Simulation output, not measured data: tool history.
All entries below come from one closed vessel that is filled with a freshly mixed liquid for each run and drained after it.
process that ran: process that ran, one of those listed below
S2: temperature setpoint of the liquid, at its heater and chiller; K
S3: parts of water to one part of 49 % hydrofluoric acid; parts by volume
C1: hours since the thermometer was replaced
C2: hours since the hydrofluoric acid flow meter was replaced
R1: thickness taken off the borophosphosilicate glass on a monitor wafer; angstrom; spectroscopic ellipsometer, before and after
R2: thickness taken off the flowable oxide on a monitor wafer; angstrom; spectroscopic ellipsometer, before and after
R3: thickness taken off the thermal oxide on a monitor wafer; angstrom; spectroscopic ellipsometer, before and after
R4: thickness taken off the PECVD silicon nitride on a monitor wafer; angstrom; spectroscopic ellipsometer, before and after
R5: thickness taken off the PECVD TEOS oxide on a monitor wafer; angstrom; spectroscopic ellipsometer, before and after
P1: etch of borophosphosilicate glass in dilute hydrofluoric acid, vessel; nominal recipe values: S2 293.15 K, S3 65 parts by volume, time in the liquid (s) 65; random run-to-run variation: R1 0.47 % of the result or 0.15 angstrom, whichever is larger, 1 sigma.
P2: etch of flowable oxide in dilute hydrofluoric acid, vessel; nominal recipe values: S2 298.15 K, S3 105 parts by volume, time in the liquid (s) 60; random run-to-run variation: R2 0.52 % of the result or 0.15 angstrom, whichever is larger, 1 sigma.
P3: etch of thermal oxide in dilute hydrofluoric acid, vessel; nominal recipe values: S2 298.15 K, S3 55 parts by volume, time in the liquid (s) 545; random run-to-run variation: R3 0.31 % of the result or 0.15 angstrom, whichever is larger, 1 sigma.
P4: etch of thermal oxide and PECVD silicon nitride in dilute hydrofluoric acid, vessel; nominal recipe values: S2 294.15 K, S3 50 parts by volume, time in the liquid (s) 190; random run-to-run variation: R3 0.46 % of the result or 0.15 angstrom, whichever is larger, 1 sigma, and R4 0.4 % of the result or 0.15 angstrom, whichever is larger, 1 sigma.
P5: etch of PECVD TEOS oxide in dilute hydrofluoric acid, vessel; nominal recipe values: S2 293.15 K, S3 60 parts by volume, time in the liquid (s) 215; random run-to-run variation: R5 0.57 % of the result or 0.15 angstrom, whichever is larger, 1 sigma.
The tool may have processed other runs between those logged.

{"run": 1, "hour": 3.8, "process that ran": "P1", "S2": 293.15, "S3": 65, "time in the liquid (s)": 65, "C1": 742.8, "C2": 312.5, "R1": 229.78}
{"run": 2, "hour": 8.7, "process that ran": "P2", "S2": 298.15, "S3": 105, "time in the liquid (s)": 60, "C1": 747.7, "C2": 317.4, "R2": 206.37}
{"run": 3, "hour": 13.6, "process that ran": "P1", "S2": 300.15, "S3": 25, "time in the liquid (s)": 65, "C1": 752.6, "C2": 322.3, "R1": 838.04}
{"run": 4, "hour": 18.0, "process that ran": "P1", "S2": 293.15, "S3": 65, "time in the liquid (s)": 65, "C1": 757.0, "C2": 326.7, "R1": 228.34}
{"run": 5, "hour": 23.2, "process that ran": "P1", "S2": 293.15, "S3": 65, "time in the liquid (s)": 65, "C1": 762.2, "C2": 331.9, "R1": 226.87}
{"run": 6, "hour": 26.5, "process that ran": "P1", "S2": 293.15, "S3": 65, "time in the liquid (s)": 65, "C1": 765.5, "C2": 335.2, "R1": 228.37}
{"run": 7, "hour": 29.3, "process that ran": "P4", "S2": 294.15, "S3": 20, "time in the liquid (s)": 190, "C1": 768.3, "C2": 338.0, "R3": 434.05, "R4": 195.08}
{"run": 8, "hour": 33.3, "process that ran": "P1", "S2": 293.15, "S3": 65, "time in the liquid (s)": 65, "C1": 772.3, "C2": 342.0, "R1": 229.67}
{"run": 9, "hour": 36.5, "process that ran": "P3", "S2": 298.15, "S3": 55, "time in the liquid (s)": 240, "C1": 775.5, "C2": 345.2, "R3": 223.02}
{"run": 10, "hour": 39.0, "process that ran": "P3", "S2": 298.15, "S3": 100, "time in the liquid (s)": 545, "C1": 778.0, "C2": 347.7, "R3": 262.03}
{"run": 11, "hour": 41.4, "process that ran": "P5", "S2": 293.15, "S3": 60, "time in the liquid (s)": 100, "C1": 780.4, "C2": 350.1, "R5": 274.67}
{"run": 12, "hour": 44.4, "process that ran": "P1", "S2": 293.15, "S3": 90, "time in the liquid (s)": 65, "C1": 783.4, "C2": 353.1, "R1": 159.83}
{"run": 13, "hour": 49.5, "process that ran": "P2", "S2": 292.65, "S3": 105, "time in the liquid (s)": 60, "C1": 788.5, "C2": 358.2, "R2": 164.56}
{"run": 14, "hour": 51.9, "process that ran": "P1", "S2": 298.65, "S3": 65, "time in the liquid (s)": 65, "C1": 790.9, "C2": 360.6, "R1": 286.73}
{"run": 15, "hour": 54.2, "process that ran": "P3", "S2": 298.15, "S3": 55, "time in the liquid (s)": 545, "C1": 793.2, "C2": 362.9, "R3": 508.35}
{"run": 16, "hour": 59.1, "process that ran": "P5", "S2": 293.15, "S3": 60, "time in the liquid (s)": 215, "C1": 798.1, "C2": 367.8, "R5": 596.5}
{"run": 17, "hour": 63.9, "process that ran": "P1", "S2": 293.15, "S3": 65, "time in the liquid (s)": 130, "C1": 802.9, "C2": 372.6, "R1": 457.03}
{"run": 18, "hour": 66.3, "process that ran": "P5", "S2": 290.15, "S3": 60, "time in the liquid (s)": 215, "C1": 805.3, "C2": 375.0, "R5": 523.66}
{"run": 19, "hour": 71.0, "process that ran": "P2", "S2": 298.15, "S3": 105, "time in the liquid (s)": 110, "C1": 810.0, "C2": 379.7, "R2": 380.47}
{"run": 20, "hour": 75.8, "process that ran": "P3", "S2": 304.65, "S3": 55, "time in the liquid (s)": 545, "C1": 814.8, "C2": 384.5, "R3": 652.86}
{"run": 21, "hour": 79.1, "process that ran": "P1", "S2": 293.15, "S3": 65, "time in the liquid (s)": 35, "C1": 818.1, "C2": 387.8, "R1": 124.63}
{"run": 22, "hour": 83.2, "process that ran": "P1", "S2": 293.15, "S3": 40, "time in the liquid (s)": 65, "C1": 822.2, "C2": 391.9, "R1": 384.29}
{"run": 23, "hour": 87.8, "process that ran": "P1", "S2": 290.15, "S3": 65, "time in the liquid (s)": 65, "C1": 826.8, "C2": 396.5, "R1": 200.53}
{"run": 24, "hour": 90.9, "process that ran": "P4", "S2": 294.15, "S3": 50, "time in the liquid (s)": 30, "C1": 829.9, "C2": 399.6, "R3": 26.416, "R4": 12.551}
{"run": 25, "hour": 95.0, "process that ran": "P5", "S2": 293.15, "S3": 20, "time in the liquid (s)": 215, "C1": 834.0, "C2": 403.7, "R5": 1876.6}
{"run": 26, "hour": 98.8, "process that ran": "P1", "S2": 293.15, "S3": 65, "time in the liquid (s)": 65, "C1": 837.8, "C2": 407.5, "R1": 229.71}
{"run": 27, "hour": 102.7, "process that ran": "P1", "S2": 296.65, "S3": 110, "time in the liquid (s)": 65, "C1": 841.7, "C2": 411.4, "R1": 147.48}
{"run": 28, "hour": 107.1, "process that ran": "P5", "S2": 293.15, "S3": 60, "time in the liquid (s)": 215, "C1": 846.1, "C2": 415.8, "R5": 590.94}
{"hour": 110.9, "done": "hydrofluoric acid flow meter replaced"}
{"run": 29, "hour": 111.9, "process that ran": "P3", "S2": 298.15, "S3": 55, "time in the liquid (s)": 545, "C1": 850.9, "C2": 1.0, "R3": 502.68}
{"run": 30, "hour": 116.3, "process that ran": "P4", "S2": 294.15, "S3": 50, "time in the liquid (s)": 190, "C1": 855.3, "C2": 5.4, "R3": 167.5, "R4": 80.315}
{"run": 31, "hour": 120.9, "process that ran": "P4", "S2": 290.15, "S3": 50, "time in the liquid (s)": 190, "C1": 859.9, "C2": 10.0, "R3": 141.22, "R4": 60.76}
{"run": 32, "hour": 123.4, "process that ran": "P2", "S2": 298.15, "S3": 175, "time in the liquid (s)": 60, "C1": 862.4, "C2": 12.5, "R2": 113.96}
{"run": 33, "hour": 128.2, "process that ran": "P4", "S2": 294.15, "S3": 50, "time in the liquid (s)": 190, "C1": 867.2, "C2": 17.3, "R3": 165.67, "R4": 80.574}
{"run": 34, "hour": 133.3, "process that ran": "P2", "S2": 298.15, "S3": 105, "time in the liquid (s)": 60, "C1": 872.3, "C2": 22.4, "R2": 205.34}
{"run": 35, "hour": 138.2, "process that ran": "P1", "S2": 293.15, "S3": 65, "time in the liquid (s)": 65, "C1": 877.2, "C2": 27.3, "R1": 228.66}
{"run": 36, "hour": 142.0, "process that ran": "P1", "S2": 293.15, "S3": 65, "time in the liquid (s)": 65, "C1": 881.0, "C2": 31.1, "R1": 220.57}
{"run": 37, "hour": 145.6, "process that ran": "P1", "S2": 293.15, "S3": 65, "time in the liquid (s)": 65, "C1": 884.6, "C2": 34.7, "R1": 216.96}
{"run": 38, "hour": 149.3, "process that ran": "P1", "S2": 293.15, "S3": 65, "time in the liquid (s)": 65, "C1": 888.3, "C2": 38.4, "R1": 213.06}
{"run": 39, "hour": 152.9, "process that ran": "P1", "S2": 293.15, "S3": 65, "time in the liquid (s)": 65, "C1": 891.9, "C2": 42.0, "R1": 210.52}
{"run": 40, "hour": 157.8, "process that ran": "P1", "S2": 293.15, "S3": 65, "time in the liquid (s)": 65, "C1": 896.8, "C2": 46.9, "R1": 208.47}
{"run": 41, "hour": 160.7, "process that ran": "P1", "S2": 293.15, "S3": 65, "time in the liquid (s)": 65, "C1": 899.7, "C2": 49.8, "R1": 208.87}
{"run": 42, "hour": 165.0, "process that ran": "P1", "S2": 293.15, "S3": 65, "time in the liquid (s)": 65, "C1": 904.0, "C2": 54.1, "R1": 206.4}
{"run": 43, "hour": 168.1, "process that ran": "P1", "S2": 293.15, "S3": 65, "time in the liquid (s)": 65, "C1": 907.1, "C2": 57.2, "R1": 206.76}
{"run": 44, "hour": 172.8, "process that ran": "P1", "S2": 293.15, "S3": 65, "time in the liquid (s)": 65, "C1": 911.8, "C2": 61.9, "R1": 206.03}

Compared with where it was, what P1 gives has crept away. Each cause listed below fits the log as well as the rest, at the size given for it:
A: hydrofluoric acid flow below the setpoint (%) = 8.61
B: liquid colder than its thermometer reads (K) = 2.3
Creep in the process output first set in at about hour 138.2.

Below are 4 check runs, each on a single wafer, with their results shown as question marks. Which of them would tell the listed causes apart, meaning the causes would give clearly different results under it?
{"run": "check 1", "hour": 177.5, "process that ran": "P2", "S2": 298.15, "S3": 105, "time in the liquid (s)": 60, "R2": "?"}
{"run": "check 2", "hour": 177.5, "process that ran": "P5", "S2": 293.15, "S3": 60, "time in the liquid (s)": 215, "R5": "?"}
{"run": "check 3", "hour": 177.5, "process that ran": "P4", "S2": 294.15, "S3": 50, "time in the liquid (s)": 190, "R3": "?", "R4": "?"}
{"run": "check 4", "hour": 177.5, "process that ran": "P3", "S2": 298.15, "S3": 55, "time in the liquid (s)": 545, "R3": "?"}

Expected result of each check under each candidate cause:
check=check_1 result=R2 if_A=185.76 if_B=187.88
check=check_2 result=R5 if_A=539.65 if_B=538.98
check=check_3 result=R3 if_A=151.900 if_B=151.590
check=check_3 result=R4 if_A=74.021 if_B=68.862
check=check_4 result=R3 if_A=458.940 if_B=460.130
Gap, in per cent, between the two causes that each check separates least, read from the result that separates them most: check 1 1.14 %; check 2 0.13 %; check 3 7.23 %; check 4 0.26 %
The other checks would show nearly matching results whichever cause is true, so check 3 is the only one that separates the causes.

Check 3 has now been run. It gave: R3 152.370 angstrom; R4 74.267 angstrom. Which of the candidate causes is it?

The cause is A: hydrofluoric acid flow below the setpoint (%).
